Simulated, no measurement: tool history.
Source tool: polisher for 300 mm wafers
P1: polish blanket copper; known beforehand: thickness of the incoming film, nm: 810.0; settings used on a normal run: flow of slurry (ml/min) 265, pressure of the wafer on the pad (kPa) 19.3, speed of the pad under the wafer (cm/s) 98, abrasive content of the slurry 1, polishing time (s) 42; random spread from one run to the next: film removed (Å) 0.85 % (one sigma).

run   hour  flow of slurry (ml/min)  pressure of the wafer on the pad (kPa)  speed of the pad under the wafer (cm/s)  abrasive content of the slurry  polishing time (s)  film removed (Å)
  1    3.8                      265                                    19.3                                       98                               1                  42            1291.6
  2    8.3                      265                                    19.3                                       98                             0.7                  42            1193.6
  3   12.9                      265                                    11.7                                       98                               1                  42            786.58
  4   18.6                      265                                    19.3                                       98                               1                  42            1291.9
  5     24                      265                                    19.3                                      140                               1                  42            1836.2
  6   31.8                      265                                    19.3                                       98                            1.25                  25            803.05
  7   37.8                      265                                    19.3                                       98                               1                  42            1293.2
  8   43.6                      265                                    19.3                                       98                               1                  42            1301.4
  9   48.6                      265                                    25.5                                       64                               1                  42            1126.5
 10   53.4                      265                                    26.9                                       98                               1                  42            1800.8
 11   58.6                      265                                    19.3                                       98                               1                  42            1304.7
 12   65.3                      405                                    19.3                                       98                               1                  42            1365.3
 13   72.6                      265                                    19.3                                       98                               1                  42            1296.4
 14   77.1                      265                                    19.3                                       98                               1                  19            582.83
 15     85                      160                                    19.3                                       98                               1                  42            1222.1
 16   91.8                      265                                    19.3                                       98                            1.25                  42            1369.2
 17   98.3                      265                                    19.3                                       98                               1                  55            1686.2
 18    106                      265                                    19.3                                       48                               1                  42            629.44
 19  112.6                      265                                    19.3                                       98                               1                  42              1303
 20    120                      265                                    19.3                                       98                               1                  42            1263.5
 21  125.9                      265                                    19.3                                       98                               1                  42            1245.1
     126.4  -- head pressure recalibrated
 22  129.5                      265                                    19.3                                       98                               1                  42            1215.4
 23  135.5                      265                                    19.3                                       98                               1                  42            1227.9
     139.1  -- slurry blender recalibrated
 24  141.3                      265                                    19.3                                       98                               1                  42            1228.7
 25  149.2                      265                                    19.3                                       98                               1                  42            1228.7

Something has made what P1 gives creep away from where it was; the 2 causes below, each at its own stated size, fit the log equally well:
A: removal rate lost through wear of the pad, % = 5.53
B: slurry flow missing at the pad, % = 36.5
At approximately hour 112.6, the process output began to creep.
All other causes, with the reason each is excluded:
head's pressure below its setpoint, %: work on it at hour 126.4, done after the drift set in, did not restore what the process gave before
abrasive missing from the slurry, %: work on it at hour 139.1, done after the drift set in, did not restore what the process gave before

You are offered 4 check runs, listed below with question marks in place of their results; each one averages 5 wafers. Which run separates the listed causes by giving clearly different results for each?
check 1  157.1                      265                                    19.3                                       60                               1                  27                 ?
check 2  157.1                      265                                    19.3                                      128                               1                  42                 ?
check 3  157.1                      265                                    19.3                                       98                            0.75                  42                 ?
check 4  157.1                      160                                    19.3                                       98                               1                  42                 ?

Outcome of each check run for each possible cause:
  check            result    if A    if B
check 1  film removed (Å)  480.78   480.8
check 2  film removed (Å)  1595.5  1595.5
check 3  film removed (Å)  1149.7  1149.8
check 4  film removed (Å)  1144.9  1106.8
Minimum pairwise separation of causes per check, each pair taken at its best-separating result: check 1 0 %; check 2 0 %; check 3 0 %; check 4 3.38 %
Of the check runs offered, only check 4 discriminates between the causes; the rest would read about the same regardless of which cause applies.

The results of check 4 are: film removed (Å) 1143.5. Based on these, which of the listed causes is it?

It is A: removal rate lost through wear of the pad, %.
